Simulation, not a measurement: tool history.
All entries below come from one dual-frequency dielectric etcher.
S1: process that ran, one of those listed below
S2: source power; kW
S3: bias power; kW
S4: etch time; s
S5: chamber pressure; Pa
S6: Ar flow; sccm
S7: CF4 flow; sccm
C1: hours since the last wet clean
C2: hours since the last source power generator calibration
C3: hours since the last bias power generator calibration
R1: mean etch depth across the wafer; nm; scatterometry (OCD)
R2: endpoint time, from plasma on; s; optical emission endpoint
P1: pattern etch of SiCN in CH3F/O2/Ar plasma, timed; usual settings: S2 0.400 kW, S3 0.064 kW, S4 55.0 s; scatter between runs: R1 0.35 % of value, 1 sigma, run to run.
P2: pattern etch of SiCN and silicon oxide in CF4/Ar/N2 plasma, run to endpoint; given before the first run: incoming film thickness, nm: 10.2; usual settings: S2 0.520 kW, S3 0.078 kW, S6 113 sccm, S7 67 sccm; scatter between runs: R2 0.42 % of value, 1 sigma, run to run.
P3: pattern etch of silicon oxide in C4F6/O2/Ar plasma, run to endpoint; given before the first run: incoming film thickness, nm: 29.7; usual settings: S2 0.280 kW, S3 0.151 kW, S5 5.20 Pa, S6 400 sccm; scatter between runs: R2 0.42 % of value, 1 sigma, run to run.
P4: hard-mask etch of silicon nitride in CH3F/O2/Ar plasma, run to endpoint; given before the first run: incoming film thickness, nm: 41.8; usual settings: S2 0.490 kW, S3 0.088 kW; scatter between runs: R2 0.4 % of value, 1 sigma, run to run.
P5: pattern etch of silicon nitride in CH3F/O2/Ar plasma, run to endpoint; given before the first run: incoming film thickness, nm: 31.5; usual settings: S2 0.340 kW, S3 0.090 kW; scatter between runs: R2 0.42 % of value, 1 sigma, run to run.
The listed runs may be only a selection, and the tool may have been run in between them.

| run | hour | S1 | S2 | S3 | S4 | S5 | S6 | S7 | C1 | C2 | C3 | R1 | R2 |
|---|---|---|---|---|---|---|---|---|---|---|---|---|---|
| 1 | 6.5 | P1 | 0.400 | 0.064 | 55.0 |  |  |  | 138.1 | 263.5 | 2822.1 | 20.055 |  |
| 2 | 10.7 | P3 | 0.220 | 0.151 |  | 5.20 | 400 |  | 142.3 | 267.7 | 2826.3 |  | 13.222 |
| 3 | 16.0 | P5 | 0.340 | 0.090 |  |  |  |  | 147.6 | 273.0 | 2831.6 |  | 44.780 |
| 4 | 21.0 | P2 | 0.520 | 0.078 |  |  | 113 | 40 | 152.6 | 278.0 | 2836.6 |  | 11.679 |
| 5 | 26.0 | P1 | 0.480 | 0.064 | 55.0 |  |  |  | 157.6 | 283.0 | 2841.6 | 21.606 |  |
| 6 | 29.9 | P1 | 0.400 | 0.064 | 55.0 |  |  |  | 161.5 | 286.9 | 2845.5 | 20.112 |  |
| 7 | 34.9 | P1 | 0.400 | 0.064 | 55.0 |  |  |  | 166.5 | 291.9 | 2850.5 | 20.049 |  |
| 8 | 40.4 | P5 | 0.340 | 0.063 |  |  |  |  | 172.0 | 297.4 | 2856.0 |  | 50.573 |
| 9 | 43.9 | P1 | 0.400 | 0.080 | 55.0 |  |  |  | 175.5 | 300.9 | 2859.5 | 21.691 |  |
| 10 | 49.0 | P4 | 0.490 | 0.088 |  |  |  |  | 180.6 | 306.0 | 2864.6 |  | 52.629 |
| 11 | 54.2 | P4 | 0.490 | 0.112 |  |  |  |  | 185.8 | 311.2 | 2869.8 |  | 47.955 |
| 12 | 57.2 | P2 | 0.520 | 0.057 |  |  | 113 | 67 | 188.8 | 314.2 | 2872.8 |  | 11.976 |
| 13 | 63.3 | P4 | 0.490 | 0.088 |  |  |  |  | 194.9 | 320.3 | 2878.9 |  | 52.083 |
| 14 | 68.7 | P2 | 0.520 | 0.078 |  |  | 113 | 67 | 200.3 | 325.7 | 2884.3 |  | 10.722 |
| 15 | 73.2 | P2 | 0.520 | 0.078 |  |  | 150 | 67 | 204.8 | 330.2 | 2888.8 |  | 11.329 |
| 16 | 79.3 | P1 | 0.400 | 0.042 | 55.0 |  |  |  | 210.9 | 336.3 | 2894.9 | 17.494 |  |
| 17 | 82.3 | P2 | 0.520 | 0.078 |  |  | 113 | 67 | 213.9 | 339.3 | 2897.9 |  | 10.696 |
| 18 | 86.7 | P1 | 0.490 | 0.087 | 55.0 |  |  |  | 218.3 | 343.7 | 2902.3 | 24.219 |  |
| 19 | 92.0 | P3 | 0.280 | 0.151 |  | 7.00 | 400 |  | 223.6 | 349.0 | 2907.6 |  | 12.400 |
| 20 | 96.4 | P1 | 0.400 | 0.064 | 30.5 |  |  |  | 228.0 | 353.4 | 2912.0 | 11.189 |  |
| 21 | 102.6 | P2 | 0.380 | 0.078 |  |  | 113 | 67 | 234.2 | 359.6 | 2918.2 |  | 14.069 |
| 22 | 105.9 | P1 | 0.470 | 0.064 | 75.0 |  |  |  | 237.5 | 362.9 | 2921.5 | 29.106 |  |
| 23 | 109.7 | P4 | 0.350 | 0.088 |  |  |  |  | 241.3 | 366.7 | 2925.3 |  | 59.111 |
| 24 | 115.4 | P5 | 0.340 | 0.090 |  |  |  |  | 247.0 | 372.4 | 2931.0 |  | 44.873 |
| 25 | 120.2 | P5 | 0.270 | 0.090 |  |  |  |  | 251.8 | 377.2 | 2935.8 |  | 49.297 |
| 26 | 124.8 | P3 | 0.280 | 0.178 |  | 5.20 | 400 |  | 256.4 | 381.8 | 2940.4 |  | 11.370 |
|  | 125.1 | wet clean of the chamber |
| 27 | 131.2 | P1 | 0.400 | 0.064 | 55.0 |  |  |  | 6.2 | 388.2 | 2946.8 | 20.035 |  |
| 28 | 137.4 | P3 | 0.280 | 0.151 |  | 5.20 | 257 |  | 12.4 | 394.4 | 2953.0 |  | 11.397 |
| 29 | 140.8 | P3 | 0.280 | 0.151 |  | 5.20 | 400 |  | 15.8 | 397.8 | 2956.4 |  | 11.919 |
| 30 | 144.4 | P1 | 0.240 | 0.064 | 55.0 |  |  |  | 19.4 | 401.4 | 2960.0 | 16.564 |  |
| 31 | 150.7 | P1 | 0.400 | 0.064 | 55.0 |  |  |  | 25.7 | 407.7 | 2966.3 | 20.117 |  |
| 32 | 155.7 | P3 | 0.280 | 0.151 |  | 5.20 | 400 |  | 30.7 | 412.7 | 2971.3 |  | 12.030 |
| 33 | 158.8 | P1 | 0.400 | 0.064 | 71.5 |  |  |  | 33.8 | 415.8 | 2974.4 | 25.996 |  |
| 34 | 164.0 | P1 | 0.270 | 0.064 | 67.0 |  |  |  | 39.0 | 421.0 | 2979.6 | 21.040 |  |
| 35 | 168.0 | P1 | 0.400 | 0.064 | 55.0 |  |  |  | 43.0 | 425.0 | 2983.6 | 20.009 |  |
| 36 | 174.2 | P1 | 0.400 | 0.064 | 55.0 |  |  |  | 49.2 | 431.2 | 2989.8 | 19.772 |  |
| 37 | 180.3 | P1 | 0.400 | 0.064 | 55.0 |  |  |  | 55.3 | 437.3 | 2995.9 | 19.873 |  |
|  | 183.0 | wet clean of the chamber |
| 38 | 186.1 | P1 | 0.400 | 0.064 | 55.0 |  |  |  | 3.1 | 443.1 | 3001.7 | 19.682 |  |
| 39 | 191.2 | P1 | 0.400 | 0.064 | 55.0 |  |  |  | 8.2 | 448.2 | 3006.8 | 19.746 |  |
| 40 | 196.0 | P1 | 0.400 | 0.064 | 55.0 |  |  |  | 13.0 | 453.0 | 3011.6 | 19.705 |  |
| 41 | 198.9 | P1 | 0.400 | 0.064 | 55.0 |  |  |  | 15.9 | 455.9 | 3014.5 | 19.662 |  |
| 42 | 204.6 | P1 | 0.400 | 0.064 | 55.0 |  |  |  | 21.6 | 461.6 | 3020.2 | 19.797 |  |
| 43 | 208.6 | P1 | 0.400 | 0.064 | 55.0 |  |  |  | 25.6 | 465.6 | 3024.2 | 19.740 |  |

What P1 gives has crept off from where it sat before. The 2 causes that follow fit the log equally well, each at the size noted:
A: bias power that arrives under what is set, % = 4.95
B: source power that arrives under what is set, % = 4.48
The drift started at roughly hour 168.0.
Ruled out, with reasons:
chamber walls in a state that lowers the etch rate, %: its service at hour 183.0 followed the start of the drift and did not put the process back to its old value

Which of the 4 check runs listed below, each an average over 2 wafers with its results shown as question marks, gives clearly different results under the different listed causes?
| check 1 | 212.6 | P5 | 0.340 | 0.090 |  |  |  |  |  |  |  |  | ? |
| check 2 | 212.6 | P2 | 0.520 | 0.078 |  |  | 113 | 67 |  |  |  |  | ? |
| check 3 | 212.6 | P4 | 0.490 | 0.088 |  |  |  |  |  |  |  |  | ? |
| check 4 | 212.6 | P3 | 0.280 | 0.151 |  | 5.20 | 400 |  |  |  |  |  | ? |

Outcome of each check run for each possible cause:
| check | result | if A | if B |
|---|---|---|---|
| check 1 | R2 | 45.671 | 45.612 |
| check 2 | R2 | 10.917 | 11.168 |
| check 3 | R2 | 53.188 | 53.158 |
| check 4 | R2 | 12.153 | 12.179 |
How far apart the two closest causes lie, in the result that separates them most: check 1 0.13 %; check 2 2.27 %; check 3 0.06 %; check 4 0.21 %
The causes can be told apart only by check 2. The other checks would give nearly the same results under each of them.

Check 2 was carried out, with these results: R2 10.938 s. Which of the listed causes is responsible?

It is A: bias power that arrives under what is set, %.

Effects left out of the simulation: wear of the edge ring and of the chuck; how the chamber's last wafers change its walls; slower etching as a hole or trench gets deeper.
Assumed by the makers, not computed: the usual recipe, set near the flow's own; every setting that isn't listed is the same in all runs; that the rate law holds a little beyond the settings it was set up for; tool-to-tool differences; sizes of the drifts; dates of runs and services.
